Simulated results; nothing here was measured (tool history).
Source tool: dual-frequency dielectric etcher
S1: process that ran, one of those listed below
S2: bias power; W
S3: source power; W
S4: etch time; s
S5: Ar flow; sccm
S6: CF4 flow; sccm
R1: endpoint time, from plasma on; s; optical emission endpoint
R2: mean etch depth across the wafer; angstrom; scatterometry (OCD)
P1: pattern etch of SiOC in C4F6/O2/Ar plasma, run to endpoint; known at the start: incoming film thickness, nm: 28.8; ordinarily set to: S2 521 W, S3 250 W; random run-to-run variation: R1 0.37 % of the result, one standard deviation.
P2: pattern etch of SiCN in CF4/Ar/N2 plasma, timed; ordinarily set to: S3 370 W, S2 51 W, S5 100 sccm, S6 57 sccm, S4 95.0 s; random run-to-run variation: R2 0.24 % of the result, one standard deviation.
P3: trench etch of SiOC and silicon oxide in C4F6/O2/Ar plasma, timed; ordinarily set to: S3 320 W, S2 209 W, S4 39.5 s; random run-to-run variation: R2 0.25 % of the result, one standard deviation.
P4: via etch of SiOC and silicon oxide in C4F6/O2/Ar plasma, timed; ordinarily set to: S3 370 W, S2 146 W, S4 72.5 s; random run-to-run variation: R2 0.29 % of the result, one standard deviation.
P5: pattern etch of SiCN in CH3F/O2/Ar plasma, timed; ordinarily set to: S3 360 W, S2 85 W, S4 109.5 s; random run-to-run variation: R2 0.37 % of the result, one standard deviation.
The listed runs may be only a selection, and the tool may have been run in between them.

{"run": 1, "hour": 8.0, "S1": "P1", "S2": 521, "S3": 250, "R1": 11.511}
{"run": 2, "hour": 14.0, "S1": "P5", "S2": 85, "S3": 360, "S4": 145.0, "R2": 558.15}
{"run": 3, "hour": 22.1, "S1": "P1", "S2": 713, "S3": 250, "R1": 10.295}
{"run": 4, "hour": 30.2, "S1": "P4", "S2": 146, "S3": 230, "S4": 72.5, "R2": 624.11}
{"run": 5, "hour": 35.5, "S1": "P1", "S2": 412, "S3": 200, "R1": 13.737}
{"run": 6, "hour": 41.8, "S1": "P1", "S2": 521, "S3": 300, "R1": 10.764}
{"run": 7, "hour": 52.7, "S1": "P1", "S2": 670, "S3": 190, "R1": 11.614}
{"run": 8, "hour": 59.4, "S1": "P4", "S2": 115, "S3": 370, "S4": 72.5, "R2": 694.44}
{"run": 9, "hour": 67.1, "S1": "P1", "S2": 521, "S3": 250, "R1": 11.568}
{"run": 10, "hour": 75.6, "S1": "P5", "S2": 103, "S3": 360, "S4": 109.5, "R2": 452.19}
{"run": 11, "hour": 83.0, "S1": "P5", "S2": 85, "S3": 220, "S4": 109.5, "R2": 348.7}
{"run": 12, "hour": 94.9, "S1": "P2", "S2": 51, "S3": 370, "S4": 95.0, "S5": 100, "S6": 57, "R2": 602.75}
{"run": 13, "hour": 103.3, "S1": "P1", "S2": 521, "S3": 250, "R1": 11.569}
{"run": 14, "hour": 112.9, "S1": "P3", "S2": 144, "S3": 320, "S4": 39.5, "R2": 666.43}
{"run": 15, "hour": 124.9, "S1": "P3", "S2": 209, "S3": 320, "S4": 26.5, "R2": 501.53}
{"run": 16, "hour": 132.4, "S1": "P5", "S2": 85, "S3": 360, "S4": 109.5, "R2": 421.0}
{"run": 17, "hour": 139.8, "S1": "P4", "S2": 146, "S3": 370, "S4": 72.5, "R2": 746.53}
{"run": 18, "hour": 145.4, "S1": "P1", "S2": 426, "S3": 250, "R1": 12.53}
{"run": 19, "hour": 152.2, "S1": "P3", "S2": 209, "S3": 320, "S4": 39.5, "R2": 749.04}
{"run": 20, "hour": 160.3, "S1": "P2", "S2": 72, "S3": 370, "S4": 95.0, "S5": 100, "S6": 57, "R2": 682.7}
{"run": 21, "hour": 166.4, "S1": "P2", "S2": 51, "S3": 370, "S4": 60.0, "S5": 100, "S6": 57, "R2": 380.9}
{"run": 22, "hour": 177.8, "S1": "P2", "S2": 51, "S3": 370, "S4": 95.0, "S5": 66, "S6": 57, "R2": 645.04}
{"run": 23, "hour": 187.0, "S1": "P2", "S2": 51, "S3": 370, "S4": 95.0, "S5": 100, "S6": 57, "R2": 602.96}
{"run": 24, "hour": 197.7, "S1": "P3", "S2": 209, "S3": 320, "S4": 39.5, "R2": 747.4}
{"run": 25, "hour": 203.5, "S1": "P1", "S2": 521, "S3": 200, "R1": 12.559}
{"hour": 211.0, "done": "wet clean of the chamber"}
{"run": 26, "hour": 215.1, "S1": "P1", "S2": 521, "S3": 250, "R1": 11.555}
{"run": 27, "hour": 221.7, "S1": "P4", "S2": 146, "S3": 370, "S4": 72.5, "R2": 747.21}
{"run": 28, "hour": 229.2, "S1": "P3", "S2": 209, "S3": 200, "S4": 39.5, "R2": 626.28}
{"run": 29, "hour": 234.6, "S1": "P2", "S2": 51, "S3": 230, "S4": 95.0, "S5": 100, "S6": 57, "R2": 397.74}
{"run": 30, "hour": 242.6, "S1": "P2", "S2": 51, "S3": 370, "S4": 95.0, "S5": 100, "S6": 71, "R2": 623.1}
{"run": 31, "hour": 254.3, "S1": "P1", "S2": 521, "S3": 250, "R1": 11.493}
{"run": 32, "hour": 261.9, "S1": "P5", "S2": 85, "S3": 360, "S4": 109.5, "R2": 419.78}
{"run": 33, "hour": 268.5, "S1": "P4", "S2": 146, "S3": 370, "S4": 103.0, "R2": 1058.4}
{"run": 34, "hour": 275.6, "S1": "P1", "S2": 521, "S3": 250, "R1": 11.489}
{"run": 35, "hour": 284.0, "S1": "P1", "S2": 521, "S3": 250, "R1": 11.574}
{"run": 36, "hour": 294.0, "S1": "P1", "S2": 521, "S3": 250, "R1": 11.636}
{"run": 37, "hour": 300.6, "S1": "P1", "S2": 521, "S3": 250, "R1": 11.75}
{"run": 38, "hour": 308.0, "S1": "P1", "S2": 521, "S3": 250, "R1": 11.724}
{"run": 39, "hour": 319.9, "S1": "P1", "S2": 521, "S3": 250, "R1": 11.806}
{"hour": 324.5, "done": "wet clean of the chamber"}
{"run": 40, "hour": 327.0, "S1": "P1", "S2": 521, "S3": 250, "R1": 11.789}
{"run": 41, "hour": 335.9, "S1": "P1", "S2": 521, "S3": 250, "R1": 11.804}

Predict the results of run 42:
{"run": 42, "hour": 345.4, "S1": "P1", "S2": 521, "S3": 250, "R1": "?"}

R1: 11.725 s
